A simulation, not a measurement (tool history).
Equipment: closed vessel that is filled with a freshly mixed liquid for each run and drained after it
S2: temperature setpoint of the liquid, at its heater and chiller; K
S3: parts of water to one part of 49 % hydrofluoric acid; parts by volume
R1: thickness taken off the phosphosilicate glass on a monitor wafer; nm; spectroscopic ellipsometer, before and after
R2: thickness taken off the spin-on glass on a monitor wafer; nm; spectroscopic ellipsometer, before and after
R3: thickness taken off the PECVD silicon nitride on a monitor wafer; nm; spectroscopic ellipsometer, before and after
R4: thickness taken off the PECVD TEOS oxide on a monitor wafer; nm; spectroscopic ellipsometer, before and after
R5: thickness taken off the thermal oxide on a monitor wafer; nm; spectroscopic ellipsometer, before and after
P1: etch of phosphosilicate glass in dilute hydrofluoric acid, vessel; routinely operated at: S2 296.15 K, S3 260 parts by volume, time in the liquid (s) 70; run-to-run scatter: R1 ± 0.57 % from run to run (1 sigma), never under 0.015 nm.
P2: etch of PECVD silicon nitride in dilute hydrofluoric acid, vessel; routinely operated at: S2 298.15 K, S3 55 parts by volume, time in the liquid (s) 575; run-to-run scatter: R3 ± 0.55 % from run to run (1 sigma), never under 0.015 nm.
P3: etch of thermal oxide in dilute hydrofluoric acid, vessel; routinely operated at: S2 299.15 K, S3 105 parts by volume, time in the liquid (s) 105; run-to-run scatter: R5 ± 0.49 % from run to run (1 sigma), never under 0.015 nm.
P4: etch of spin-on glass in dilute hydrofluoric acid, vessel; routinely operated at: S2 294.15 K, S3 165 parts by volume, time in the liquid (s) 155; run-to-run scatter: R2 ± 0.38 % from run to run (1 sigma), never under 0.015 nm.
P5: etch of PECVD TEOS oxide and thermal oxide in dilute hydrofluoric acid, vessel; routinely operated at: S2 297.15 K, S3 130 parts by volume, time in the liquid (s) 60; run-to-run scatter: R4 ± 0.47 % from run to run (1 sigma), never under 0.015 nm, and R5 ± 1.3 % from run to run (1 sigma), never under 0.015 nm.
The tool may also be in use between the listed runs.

Run 1, day 0.358: process that ran P1, S2 296.15 K, S3 260 parts by volume, time in the liquid (s) 70. Result: R1 44.392 nm.
Run 2, day 0.688: process that ran P4, S2 290.15 K, S3 165 parts by volume, time in the liquid (s) 155. Result: R2 23.418 nm.
Run 3, day 1.212: process that ran P1, S2 304.15 K, S3 260 parts by volume, time in the liquid (s) 100. Result: R1 82.898 nm.
Run 4, day 1.646: process that ran P2, S2 298.15 K, S3 55 parts by volume, time in the liquid (s) 575. Result: R3 35.333 nm.
Run 5, day 2.267: process that ran P5, S2 297.15 K, S3 185 parts by volume, time in the liquid (s) 60. Result: R4 4.7674 nm, R5 1.4624 nm.
Run 6, day 2.6: process that ran P2, S2 298.15 K, S3 95 parts by volume, time in the liquid (s) 575. Result: R3 20.511 nm.
Run 7, day 2.912: process that ran P3, S2 299.15 K, S3 105 parts by volume, time in the liquid (s) 195. Result: R5 10.013 nm.
Run 8, day 3.496: process that ran P5, S2 290.65 K, S3 130 parts by volume, time in the liquid (s) 60. Result: R4 5.5856 nm, R5 1.6709 nm.
Run 9, day 3.862: process that ran P2, S2 298.15 K, S3 55 parts by volume, time in the liquid (s) 575. Result: R3 35.475 nm.
Run 10, day 4.25: process that ran P5, S2 297.15 K, S3 130 parts by volume, time in the liquid (s) 30. Result: R4 3.6307 nm, R5 1.032 nm.
Run 11, day 4.808: process that ran P5, S2 297.15 K, S3 130 parts by volume, time in the liquid (s) 60. Result: R4 7.2321 nm, R5 2.162 nm.
Run 12, day 5.246: process that ran P4, S2 294.15 K, S3 165 parts by volume, time in the liquid (s) 155. Result: R2 27.648 nm.
Run 13, day 5.679: process that ran P1, S2 296.15 K, S3 260 parts by volume, time in the liquid (s) 135. Result: R1 85.19 nm.
Run 14, day 6.25: process that ran P1, S2 301.15 K, S3 260 parts by volume, time in the liquid (s) 70. Result: R1 53.031 nm.
Run 15, day 6.8: process that ran P3, S2 299.15 K, S3 60 parts by volume, time in the liquid (s) 105. Result: R5 10.043 nm.
Run 16, day 7.192: process that ran P2, S2 298.15 K, S3 55 parts by volume, time in the liquid (s) 30. Result: R3 1.8566 nm.
Run 17, day 7.75: process that ran P5, S2 297.15 K, S3 130 parts by volume, time in the liquid (s) 60. Result: R4 7.2352 nm, R5 2.1483 nm.
Run 18, day 8.212: process that ran P4, S2 294.15 K, S3 165 parts by volume, time in the liquid (s) 65. Result: R2 11.626 nm.
Run 19, day 8.512: process that ran P1, S2 296.15 K, S3 380 parts by volume, time in the liquid (s) 70. Result: R1 27.081 nm.
Run 20, day 9.133: process that ran P1, S2 296.15 K, S3 260 parts by volume, time in the liquid (s) 70. Result: R1 44.502 nm.
Run 21, day 9.771: process that ran P3, S2 299.15 K, S3 105 parts by volume, time in the liquid (s) 105. Result: R5 5.3841 nm.
Run 22, day 10.171: process that ran P1, S2 296.15 K, S3 260 parts by volume, time in the liquid (s) 35. Result: R1 22.019 nm.
Run 23, day 10.521: process that ran P1, S2 296.15 K, S3 55 parts by volume, time in the liquid (s) 70. Result: R1 264.88 nm.
Run 24, day 10.942: process that ran P1, S2 296.15 K, S3 260 parts by volume, time in the liquid (s) 70. Result: R1 44.821 nm.
Run 25, day 11.371: process that ran P1, S2 296.15 K, S3 260 parts by volume, time in the liquid (s) 70. Result: R1 44.436 nm.
Run 26, day 11.729: process that ran P4, S2 294.15 K, S3 85 parts by volume, time in the liquid (s) 155. Result: R2 58.781 nm.
Run 27, day 12.267: process that ran P1, S2 296.15 K, S3 160 parts by volume, time in the liquid (s) 135. Result: R1 155.2 nm.
Run 28, day 12.754: process that ran P2, S2 304.65 K, S3 55 parts by volume, time in the liquid (s) 575. Result: R3 54.491 nm.
Run 29, day 13.321: process that ran P3, S2 294.65 K, S3 105 parts by volume, time in the liquid (s) 105. Result: R5 4.499 nm.
Run 30, day 13.733: process that ran P1, S2 291.65 K, S3 260 parts by volume, time in the liquid (s) 70. Result: R1 37.728 nm.
Run 31, day 14.312: process that ran P1, S2 296.15 K, S3 260 parts by volume, time in the liquid (s) 70. Result: R1 44.367 nm.
Run 32, day 14.946: process that ran P1, S2 296.15 K, S3 260 parts by volume, time in the liquid (s) 70. Result: R1 45.502 nm.
Run 33, day 15.358: process that ran P1, S2 296.15 K, S3 260 parts by volume, time in the liquid (s) 70. Result: R1 45.944 nm.
Run 34, day 15.967: process that ran P1, S2 296.15 K, S3 260 parts by volume, time in the liquid (s) 70. Result: R1 46.42 nm.
Run 35, day 16.388: process that ran P1, S2 296.15 K, S3 260 parts by volume, time in the liquid (s) 70. Result: R1 47.032 nm.
Run 36, day 16.7: process that ran P1, S2 296.15 K, S3 260 parts by volume, time in the liquid (s) 70. Result: R1 47.079 nm.
Run 37, day 17.312: process that ran P1, S2 296.15 K, S3 260 parts by volume, time in the liquid (s) 70. Result: R1 46.735 nm.
Run 38, day 17.858: process that ran P1, S2 296.15 K, S3 260 parts by volume, time in the liquid (s) 70. Result: R1 47.311 nm.
Run 39, day 18.504: process that ran P1, S2 296.15 K, S3 260 parts by volume, time in the liquid (s) 70. Result: R1 47.219 nm.
Run 40, day 18.817: process that ran P1, S2 296.15 K, S3 260 parts by volume, time in the liquid (s) 70. Result: R1 47.557 nm.
Run 41, day 19.183: process that ran P1, S2 296.15 K, S3 260 parts by volume, time in the liquid (s) 70. Result: R1 47.243 nm.
Run 42, day 19.733: process that ran P1, S2 296.15 K, S3 260 parts by volume, time in the liquid (s) 70. Result: R1 47.222 nm.

P1 no longer gives what it gave before; its output has crept away from where it was. The following 2 causes, each at its listed size, fit the log equally well:
A: hydrofluoric acid flow above the setpoint (%) = 5.16
B: liquid hotter than its thermometer reads (K) = 1.77
The drift started at roughly day 14.312.

Consider the 4 single-wafer check runs listed below, results given as question marks: which one distinguishes between the causes by giving clearly different results for each?
Run check 1, day 20.283: process that ran P4, S2 294.15 K, S3 165 parts by volume, time in the liquid (s) 155. Result: R2 ?.
Run check 2, day 20.283: process that ran P3, S2 299.15 K, S3 105 parts by volume, time in the liquid (s) 105. Result: R5 ?.
Run check 3, day 20.283: process that ran P2, S2 298.15 K, S3 55 parts by volume, time in the liquid (s) 575. Result: R3 ?.
Run check 4, day 20.283: process that ran P5, S2 297.15 K, S3 130 parts by volume, time in the liquid (s) 60. Result: R4 ?, R5 ?.

Outcome of each check run for each possible cause:
  check  result    if A    if B
check 1      R2  29.369  29.653
check 2      R5  5.6899  5.7536
check 3      R3  37.121  39.733
check 4      R4  7.6531  7.7314
check 4      R5  2.2916   2.315
Separation of the two closest causes in each check, using whichever result separates them best: check 1 0.96 %; check 2 1.11 %; check 3 6.8 %; check 4 1.02 %
Check 3 tells the causes apart: in the others they would give nearly the same result.

After running check 3, the following was obtained: R3 36.948 nm. Which cause does this point to?

It was cause A: hydrofluoric acid flow above the setpoint (%).
